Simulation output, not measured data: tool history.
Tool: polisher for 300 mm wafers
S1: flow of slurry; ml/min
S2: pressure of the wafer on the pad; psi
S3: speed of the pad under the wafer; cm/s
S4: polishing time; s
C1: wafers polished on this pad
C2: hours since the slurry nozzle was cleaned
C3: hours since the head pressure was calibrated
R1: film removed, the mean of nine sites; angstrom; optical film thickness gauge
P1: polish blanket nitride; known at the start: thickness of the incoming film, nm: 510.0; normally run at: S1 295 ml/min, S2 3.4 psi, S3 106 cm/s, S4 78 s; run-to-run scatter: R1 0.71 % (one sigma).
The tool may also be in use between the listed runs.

run   hour   S1   S2   S3   S4    C1     C2     C3      R1
  1    7.1  295  3.4  106   78  1035    366  362.4  1312.3
  2   17.9  295  3.4  164   78  1179  376.8  373.2  1849.1
      20.3  -- head pressure recalibrated
  3   26.5  295  3.4  106   78  1293  385.4    6.2  1305.2
  4   38.8  415  3.4  106   78  1456  397.7   18.5  1330.6
  5   44.6  295  3.4  156   52  1534  403.5   24.3  1180.3
  6   51.2  295  3.4  106   78  1621  410.1   30.9  1306.9
  7   60.7  295  3.4  106   35  1748  419.6   40.4  581.69
  8   71.9  295  3.4  106  111  1896  430.8   51.6  1863.2
  9   80.5  295  3.4  106   78  2011  439.4   60.2  1299.2
 10   91.8  295  3.4  106   78  2161  450.7   71.5  1302.1
 11  101.4  295  3.4  106   78  2289  460.3   81.1  1308.5
 12    113  295  3.4   78   78  2443  471.9   92.7  1021.8
 13    125  175  3.4  106   78  2602  483.9  104.7  1217.7
 14  134.8  295  5.4  106   78  2733  493.7  114.5  2056.9
 15  143.4  295    2  106   78  2847  502.3  123.1  768.28
 16  150.5  295  3.4   80  102  2941  509.4  130.2  1366.7
 17  162.2  295  3.4  106   78  3097  521.1  141.9  1302.5
 18  168.8  295  3.4  106   78  3185  527.7  148.5  1300.9

Forecast run 19:
 19  174.7  295  3.4  106  78  3263  533.6  154.4   ?

Run 19 gave R1 1289.1 angstrom.
